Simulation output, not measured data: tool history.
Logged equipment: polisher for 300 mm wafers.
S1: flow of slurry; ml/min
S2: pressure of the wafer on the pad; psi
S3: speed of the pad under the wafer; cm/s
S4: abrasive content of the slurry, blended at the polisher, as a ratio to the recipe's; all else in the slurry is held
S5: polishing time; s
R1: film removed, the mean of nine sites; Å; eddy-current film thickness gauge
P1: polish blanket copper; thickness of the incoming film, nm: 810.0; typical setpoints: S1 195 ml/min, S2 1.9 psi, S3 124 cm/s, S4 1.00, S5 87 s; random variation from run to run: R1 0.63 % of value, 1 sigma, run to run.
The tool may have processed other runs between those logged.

{"run": 1, "hour": 3.7, "S1": 195, "S2": 1.9, "S3": 124, "S4": 1.0, "S5": 87, "R1": 1830.7}
{"run": 2, "hour": 7.4, "S1": 195, "S2": 1.1, "S3": 124, "S4": 1.4, "S5": 87, "R1": 1137.4}
{"run": 3, "hour": 12.4, "S1": 285, "S2": 1.9, "S3": 86, "S4": 1.0, "S5": 87, "R1": 1326.1}
{"run": 4, "hour": 15.2, "S1": 195, "S2": 1.9, "S3": 124, "S4": 0.75, "S5": 87, "R1": 1721.9}
{"run": 5, "hour": 18.3, "S1": 195, "S2": 1.9, "S3": 60, "S4": 0.8, "S5": 87, "R1": 845.14}
{"run": 6, "hour": 23.0, "S1": 195, "S2": 1.1, "S3": 124, "S4": 1.0, "S5": 87, "R1": 1068.4}
{"run": 7, "hour": 27.9, "S1": 195, "S2": 1.9, "S3": 184, "S4": 1.0, "S5": 87, "R1": 2735.0}
{"run": 8, "hour": 30.6, "S1": 195, "S2": 1.9, "S3": 124, "S4": 1.0, "S5": 87, "R1": 1825.0}
{"run": 9, "hour": 33.6, "S1": 195, "S2": 1.9, "S3": 124, "S4": 1.0, "S5": 87, "R1": 1840.0}
{"run": 10, "hour": 35.9, "S1": 270, "S2": 1.9, "S3": 124, "S4": 1.0, "S5": 87, "R1": 1918.5}
{"run": 11, "hour": 38.4, "S1": 195, "S2": 1.9, "S3": 56, "S4": 1.0, "S5": 87, "R1": 837.45}
{"run": 12, "hour": 41.3, "S1": 195, "S2": 1.9, "S3": 124, "S4": 1.0, "S5": 135, "R1": 2900.1}
{"run": 13, "hour": 45.0, "S1": 195, "S2": 1.9, "S3": 124, "S4": 1.4, "S5": 87, "R1": 1978.7}
{"run": 14, "hour": 48.0, "S1": 115, "S2": 1.9, "S3": 124, "S4": 1.0, "S5": 87, "R1": 1677.9}
{"run": 15, "hour": 50.4, "S1": 195, "S2": 1.9, "S3": 124, "S4": 1.0, "S5": 87, "R1": 1841.3}
{"run": 16, "hour": 55.3, "S1": 195, "S2": 1.9, "S3": 124, "S4": 1.0, "S5": 39, "R1": 823.55}
{"run": 17, "hour": 58.9, "S1": 195, "S2": 1.9, "S3": 124, "S4": 1.0, "S5": 87, "R1": 1846.2}
{"run": 18, "hour": 61.9, "S1": 195, "S2": 1.9, "S3": 124, "S4": 1.0, "S5": 87, "R1": 1845.0}
{"run": 19, "hour": 66.1, "S1": 195, "S2": 3.0, "S3": 124, "S4": 1.0, "S5": 87, "R1": 2865.1}
{"run": 20, "hour": 69.7, "S1": 195, "S2": 1.9, "S3": 124, "S4": 1.0, "S5": 87, "R1": 1838.1}
{"run": 21, "hour": 73.1, "S1": 195, "S2": 1.9, "S3": 124, "S4": 1.0, "S5": 87, "R1": 1810.2}
{"run": 22, "hour": 77.8, "S1": 195, "S2": 1.9, "S3": 124, "S4": 1.0, "S5": 87, "R1": 1778.7}
{"run": 23, "hour": 82.5, "S1": 195, "S2": 1.9, "S3": 124, "S4": 1.0, "S5": 87, "R1": 1748.3}
{"run": 24, "hour": 86.1, "S1": 195, "S2": 1.9, "S3": 124, "S4": 1.0, "S5": 87, "R1": 1749.5}
{"run": 25, "hour": 90.4, "S1": 195, "S2": 1.9, "S3": 124, "S4": 1.0, "S5": 87, "R1": 1749.5}
{"hour": 94.6, "done": "head pressure recalibrated"}
{"hour": 94.7, "done": "worn pad replaced by a new one"}
{"run": 26, "hour": 94.9, "S1": 195, "S2": 1.9, "S3": 124, "S4": 1.0, "S5": 87, "R1": 1744.9}
{"run": 27, "hour": 98.3, "S1": 195, "S2": 1.9, "S3": 124, "S4": 1.0, "S5": 87, "R1": 1736.6}
{"run": 28, "hour": 101.3, "S1": 195, "S2": 1.9, "S3": 124, "S4": 1.0, "S5": 87, "R1": 1737.0}
{"run": 29, "hour": 105.4, "S1": 195, "S2": 1.9, "S3": 124, "S4": 1.0, "S5": 87, "R1": 1709.1}
{"run": 30, "hour": 110.3, "S1": 195, "S2": 1.9, "S3": 124, "S4": 1.0, "S5": 87, "R1": 1729.7}
{"run": 31, "hour": 114.3, "S1": 195, "S2": 1.9, "S3": 124, "S4": 1.0, "S5": 87, "R1": 1729.0}

P1 has crept away from where it was. The log is fitted equally well by each of these 2 causes, at the sizes shown:
A: slurry flow missing at the pad, % = 31
B: abrasive missing from the slurry, % = 24.9
The creep began at about hour 69.7.
Each remaining cause and why it is not a fit:
removal rate lost through wear of the pad, %: serviced after onset, at hour 94.7, with no recovery of the prior output
head's pressure below its setpoint, %: serviced after onset, at hour 94.6, with no recovery of the prior output

You are offered 4 check runs, listed below with question marks in place of their results; each one averages 2 wafers. Which run separates the listed causes by giving clearly different results for each?
{"run": "check 1", "hour": 118.3, "S1": 115, "S2": 1.9, "S3": 156, "S4": 1.0, "S5": 87, "R1": "?"}
{"run": "check 2", "hour": 118.3, "S1": 195, "S2": 1.9, "S3": 60, "S4": 1.0, "S5": 87, "R1": "?"}
{"run": "check 3", "hour": 118.3, "S1": 195, "S2": 1.9, "S3": 94, "S4": 1.0, "S5": 87, "R1": "?"}
{"run": "check 4", "hour": 118.3, "S1": 195, "S2": 2.6, "S3": 124, "S4": 1.0, "S5": 127, "R1": "?"}

Check results expected under each cause:
check=check_1 result=R1 if_A=1908.40 if_B=1980.30
check=check_2 result=R1 if_A=835.65 if_B=835.73
check=check_3 result=R1 if_A=1309.20 if_B=1309.30
check=check_4 result=R1 if_A=3449.80 if_B=3450.20
Distance between the nearest two causes, measured in the result of the check that separates them most: check 1 3.7 %; check 2 0.01 %; check 3 0.01 %; check 4 0.01 %
Only check 1 tells the causes apart: in the others they would give nearly the same result.

After running check 1, the following was obtained: R1 1976.80 Å. Which cause does this point to?

The correct cause is B, namely: abrasive missing from the slurry, %.

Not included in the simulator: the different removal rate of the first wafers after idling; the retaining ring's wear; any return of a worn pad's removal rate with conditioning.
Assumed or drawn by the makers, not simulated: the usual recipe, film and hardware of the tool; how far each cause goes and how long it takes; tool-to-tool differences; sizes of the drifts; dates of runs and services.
